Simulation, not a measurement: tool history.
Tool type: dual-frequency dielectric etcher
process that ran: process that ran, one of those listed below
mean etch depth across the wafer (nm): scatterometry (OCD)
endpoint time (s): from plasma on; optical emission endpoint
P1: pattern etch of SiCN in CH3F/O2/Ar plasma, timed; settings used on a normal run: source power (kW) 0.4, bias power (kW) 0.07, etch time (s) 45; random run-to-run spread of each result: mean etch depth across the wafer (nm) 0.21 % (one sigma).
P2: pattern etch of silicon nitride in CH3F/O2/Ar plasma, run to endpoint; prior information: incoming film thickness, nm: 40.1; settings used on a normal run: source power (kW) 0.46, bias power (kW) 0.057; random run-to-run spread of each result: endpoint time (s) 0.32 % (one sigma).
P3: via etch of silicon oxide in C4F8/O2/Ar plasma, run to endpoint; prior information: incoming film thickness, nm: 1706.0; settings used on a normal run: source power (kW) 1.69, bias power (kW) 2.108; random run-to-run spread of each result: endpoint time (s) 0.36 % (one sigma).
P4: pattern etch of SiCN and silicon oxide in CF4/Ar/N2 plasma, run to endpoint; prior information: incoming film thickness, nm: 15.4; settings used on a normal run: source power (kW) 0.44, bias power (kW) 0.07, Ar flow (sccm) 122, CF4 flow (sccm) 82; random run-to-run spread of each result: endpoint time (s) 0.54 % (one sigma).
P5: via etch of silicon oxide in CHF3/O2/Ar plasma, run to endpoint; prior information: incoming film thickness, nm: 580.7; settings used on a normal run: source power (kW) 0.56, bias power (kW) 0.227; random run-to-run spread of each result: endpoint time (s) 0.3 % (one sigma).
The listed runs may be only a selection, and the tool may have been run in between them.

run     day  process that ran  source power (kW)  bias power (kW)  etch time (s)  Ar flow (sccm)  CF4 flow (sccm)  hours since the last wet clean  hours since the last source power generator calibration  hours since the last bias power generator calibration  mean etch depth across the wafer (nm)  endpoint time (s)
  1   0.429                P1                0.4             0.07             45                                                             64.5                                                    589.7                                                 2961.5                                 16.868
  2   0.817                P2               0.46            0.057                                                                            73.8                                                      599                                                 2970.8                                                    60.493
  3   1.238                P5               0.56            0.227                                                                            83.9                                                    609.1                                                 2980.9                                                    273.55
  4    1.65                P2               0.46             0.08                                                                            93.8                                                      619                                                 2990.8                                                    54.388
  5    1.95                P1               0.25             0.07             26                                                              101                                                    626.2                                                   2998                                 8.2245
  6   2.333                P1                0.4            0.044             45                                                            110.2                                                    635.4                                                 3007.2                                 14.526
  7     2.9                P4               0.44             0.07                            122               55                           123.8                                                      649                                                 3020.8                                                    19.561
  8   3.438                P1                0.4            0.085           55.5                                                            136.7                                                    661.9                                                 3033.7                                 22.428
  9   4.004                P1                0.4             0.07           62.5                                                            150.3                                                    675.5                                                 3047.3                                  23.57
 10   4.329                P1               0.56             0.07             45                                                            158.1                                                    683.3                                                 3055.1                                 19.281
 11   4.854                P1                0.4             0.07             45                                                            170.7                                                    695.9                                                 3067.7                                 16.924
 12   5.217                P3               1.99            2.108                                                                           179.4                                                    704.6                                                 3076.4                                                    331.37
 13   5.612                P1                0.4             0.07             45                                                            188.9                                                    714.1                                                 3085.9                                 16.953
 14   6.054                P1                0.4             0.07             30                                                            199.5                                                    724.7                                                 3096.5                                 11.303
 15   6.375                P1                0.4             0.07             45                                                            207.2                                                    732.4                                                 3104.2                                 17.015
 16   6.679                P5               0.56            0.158                                                                           214.5                                                    739.7                                                 3111.5                                                    308.54
 17   7.167                P4               0.44             0.07                            122               82                           226.2                                                    751.4                                                 3123.2                                                    18.272
 18   7.667                P1               0.29             0.07             45                                                            238.2                                                    763.4                                                 3135.2                                 15.004
 19   8.033                P3               1.69            2.942                                                                             247                                                    772.2                                                   3144                                                    323.03
 20   8.504                P2               0.29            0.057                                                                           258.3                                                    783.5                                                 3155.3                                                     72.63
 21   8.846                P4               0.44             0.05                            122               82                           266.5                                                    791.7                                                 3163.5                                                    20.429
 22   9.317                P4               0.58             0.07                            122               82                           277.8                                                      803                                                 3174.8                                                    14.399
 23   9.692                P4               0.44             0.07                            167               82                           286.8                                                      812                                                 3183.8                                                    19.246
 24  10.246                P1                0.4            0.086             45                                                            300.1                                                    825.3                                                 3197.1                                 18.235
 25  10.675                P2               0.46            0.057                                                                           310.4                                                    835.6                                                 3207.4                                                     60.41
 26  11.146                P4               0.44             0.07                            122               82                           321.7                                                    846.9                                                 3218.7                                                    18.471
 27  11.654                P1                0.4             0.07             45                                                            333.9                                                    859.1                                                 3230.9                                 16.968
 28  11.933                P5               0.76            0.227                                                                           340.6                                                    865.8                                                 3237.6                                                    242.53
 29    12.2                P1                0.4             0.07             45                                                              347                                                    872.2                                                   3244                                 16.917
 30  12.654                P3               1.69            2.108                                                                           357.9                                                    883.1                                                 3254.9                                                    354.21
 31  13.171                P1                0.4             0.07             45                                                            370.3                                                    895.5                                                 3267.3                                 16.964
 32  13.733                P1                0.4             0.07             45                                                            383.8                                                      909                                                 3280.8                                 17.113
 33  14.183                P1                0.4             0.07             45                                                            394.6                                                    919.8                                                 3291.6                                  17.15
     14.333  -- wet clean of the chamber
 34  14.608                P1                0.4             0.07             45                                                              6.6                                                      930                                                 3301.8                                 17.169
 35  14.933                P1                0.4             0.07             45                                                             14.4                                                    937.8                                                 3309.6                                 17.171
 36  15.492                P1                0.4             0.07             45                                                             27.8                                                    951.2                                                   3323                                 17.144
 37  15.925                P1                0.4             0.07             45                                                             38.2                                                    961.6                                                 3333.4                                 17.161
 38  16.454                P1                0.4             0.07             45                                                             50.9                                                    974.3                                                 3346.1                                 17.173

The output of P1 has drifted from where it used to be. Each of the 2 causes below, taken at the size shown beside it, accounts for the log equally well:
A: source power that arrives over what is set, % = 4.08
B: bias power that arrives over what is set, % = 4.36
Creep in the process output first set in at about day 13.171.
Why every other cause is out:
chamber walls in a state that raises the etch rate, %: its service at day 14.333 followed the start of the drift and did not put the process back to its old value

Below are 4 check runs, each averaged over 5 wafers, with their results shown as question marks. Which of them would give clearly different results depending on which cause is behind the drift?
check 1  16.983                P2               0.46            0.057                                                                                                                                                                                                                                                         ?
check 2  16.983                P4               0.44             0.07                            122               82                                                                                                                                                                                                         ?
check 3  16.983                P5               0.56            0.227                                                                                                                                                                                                                                                         ?
check 4  16.983                P3               1.69            2.108                                                                                                                                                                                                                                                         ?

How each check would come out, cause by cause:
  check             result    if A    if B
check 1  endpoint time (s)  59.706  59.811
check 2  endpoint time (s)  17.683  18.054
check 3  endpoint time (s)  269.32  269.31
check 4  endpoint time (s)  350.26  351.42
How far apart the two closest causes lie, in the result that separates them most: check 1 0.18 %; check 2 2.08 %; check 3 0 %; check 4 0.33 %
Check 2 tells the causes apart: in the others they would give nearly the same result.

After running check 2, the following was obtained: endpoint time (s) 17.991. Which cause does this point to?

The cause is B: bias power that arrives over what is set, %.
